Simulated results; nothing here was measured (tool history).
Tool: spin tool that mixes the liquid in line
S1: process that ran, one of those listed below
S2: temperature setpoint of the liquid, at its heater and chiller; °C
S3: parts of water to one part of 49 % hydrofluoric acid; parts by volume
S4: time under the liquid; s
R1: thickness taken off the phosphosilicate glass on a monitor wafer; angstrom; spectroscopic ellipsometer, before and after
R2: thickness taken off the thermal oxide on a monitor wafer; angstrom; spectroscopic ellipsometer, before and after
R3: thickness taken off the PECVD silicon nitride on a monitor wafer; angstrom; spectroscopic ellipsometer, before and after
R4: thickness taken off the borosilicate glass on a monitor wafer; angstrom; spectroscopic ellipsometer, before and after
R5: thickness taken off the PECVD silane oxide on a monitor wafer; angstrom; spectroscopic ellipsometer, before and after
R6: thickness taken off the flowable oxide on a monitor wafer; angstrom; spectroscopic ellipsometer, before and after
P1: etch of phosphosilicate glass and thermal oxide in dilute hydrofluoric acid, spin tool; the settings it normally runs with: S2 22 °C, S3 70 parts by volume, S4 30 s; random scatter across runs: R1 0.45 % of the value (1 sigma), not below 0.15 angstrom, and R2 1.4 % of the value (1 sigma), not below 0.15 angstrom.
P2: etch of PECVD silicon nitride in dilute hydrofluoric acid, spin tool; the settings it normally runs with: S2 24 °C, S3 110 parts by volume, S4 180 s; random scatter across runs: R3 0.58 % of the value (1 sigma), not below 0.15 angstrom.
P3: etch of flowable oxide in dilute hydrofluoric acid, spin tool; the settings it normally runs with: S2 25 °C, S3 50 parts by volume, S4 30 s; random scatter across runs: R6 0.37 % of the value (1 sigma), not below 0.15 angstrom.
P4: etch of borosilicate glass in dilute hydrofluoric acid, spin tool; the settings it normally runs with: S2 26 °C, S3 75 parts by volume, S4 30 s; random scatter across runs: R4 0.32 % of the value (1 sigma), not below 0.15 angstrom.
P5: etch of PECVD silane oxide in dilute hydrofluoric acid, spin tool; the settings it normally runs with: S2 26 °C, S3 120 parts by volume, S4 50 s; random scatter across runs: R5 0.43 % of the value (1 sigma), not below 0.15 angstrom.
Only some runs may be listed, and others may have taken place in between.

{"run": 1, "hour": 3.2, "S1": "P1", "S2": 22, "S3": 70, "S4": 30, "R1": 816.41, "R2": 19.823}
{"run": 2, "hour": 5.6, "S1": "P1", "S2": 30, "S3": 70, "S4": 30, "R1": 1120.7, "R2": 26.905}
{"run": 3, "hour": 9.5, "S1": "P2", "S2": 17.5, "S3": 110, "S4": 180, "R3": 27.227}
{"run": 4, "hour": 12.5, "S1": "P4", "S2": 31, "S3": 75, "S4": 30, "R4": 220.93}
{"run": 5, "hour": 15.1, "S1": "P5", "S2": 26, "S3": 120, "S4": 50, "R5": 190.61}
{"run": 6, "hour": 18.5, "S1": "P2", "S2": 24, "S3": 110, "S4": 180, "R3": 41.88}
{"run": 7, "hour": 20.7, "S1": "P4", "S2": 26, "S3": 75, "S4": 60, "R4": 362.99}
{"run": 8, "hour": 24.4, "S1": "P1", "S2": 22, "S3": 70, "S4": 30, "R1": 816.84, "R2": 19.391}
{"run": 9, "hour": 29.1, "S1": "P4", "S2": 26, "S3": 20, "S4": 30, "R4": 738.09}
{"run": 10, "hour": 32.4, "S1": "P3", "S2": 25, "S3": 50, "S4": 30, "R6": 281.16}
{"run": 11, "hour": 35.5, "S1": "P1", "S2": 17, "S3": 70, "S4": 30, "R1": 657.08, "R2": 15.754}
{"run": 12, "hour": 40.4, "S1": "P5", "S2": 26, "S3": 185, "S4": 50, "R5": 114.89}
{"run": 13, "hour": 43.7, "S1": "P2", "S2": 24, "S3": 30, "S4": 180, "R3": 150.72}
{"run": 14, "hour": 47.9, "S1": "P4", "S2": 26, "S3": 75, "S4": 30, "R4": 181.45}
{"run": 15, "hour": 50.8, "S1": "P1", "S2": 22, "S3": 25, "S4": 15, "R1": 1207, "R2": 28.531}
{"run": 16, "hour": 53.0, "S1": "P3", "S2": 25, "S3": 70, "S4": 30, "R6": 196.16}
{"run": 17, "hour": 56.1, "S1": "P5", "S2": 26, "S3": 120, "S4": 75, "R5": 287.62}
{"hour": 56.3, "done": "thermometer replaced"}
{"run": 18, "hour": 59.5, "S1": "P3", "S2": 25, "S3": 50, "S4": 15, "R6": 140.78}
{"run": 19, "hour": 63.9, "S1": "P1", "S2": 22, "S3": 70, "S4": 15, "R1": 407.56, "R2": 9.5772}
{"run": 20, "hour": 68.8, "S1": "P1", "S2": 22, "S3": 110, "S4": 30, "R1": 494.59, "R2": 11.373}
{"run": 21, "hour": 71.2, "S1": "P1", "S2": 22, "S3": 35, "S4": 30, "R1": 1697.4, "R2": 41.258}
{"run": 22, "hour": 74.1, "S1": "P1", "S2": 22, "S3": 70, "S4": 55, "R1": 1503.4, "R2": 35.889}
{"run": 23, "hour": 77.7, "S1": "P3", "S2": 18, "S3": 50, "S4": 30, "R6": 210.23}
{"run": 24, "hour": 80.4, "S1": "P1", "S2": 22, "S3": 70, "S4": 30, "R1": 813.34, "R2": 20.246}
{"run": 25, "hour": 84.6, "S1": "P1", "S2": 22, "S3": 70, "S4": 30, "R1": 820.76, "R2": 19.569}
{"run": 26, "hour": 88.7, "S1": "P5", "S2": 18, "S3": 120, "S4": 50, "R5": 139.08}
{"run": 27, "hour": 92.4, "S1": "P1", "S2": 22, "S3": 70, "S4": 30, "R1": 819.15, "R2": 19.396}
{"run": 28, "hour": 95.5, "S1": "P1", "S2": 22, "S3": 70, "S4": 30, "R1": 822.94, "R2": 19.797}
{"run": 29, "hour": 97.9, "S1": "P1", "S2": 22, "S3": 20, "S4": 55, "R1": 5567.3, "R2": 133.84}

Run 30 is up next; what results do you expect?
{"run": 30, "hour": 102.5, "S1": "P1", "S2": 22, "S3": 105, "S4": 15, "R1": "?", "R2": "?"}

{"run 30": {"R1": 261.04, "R2": 6.0293}}

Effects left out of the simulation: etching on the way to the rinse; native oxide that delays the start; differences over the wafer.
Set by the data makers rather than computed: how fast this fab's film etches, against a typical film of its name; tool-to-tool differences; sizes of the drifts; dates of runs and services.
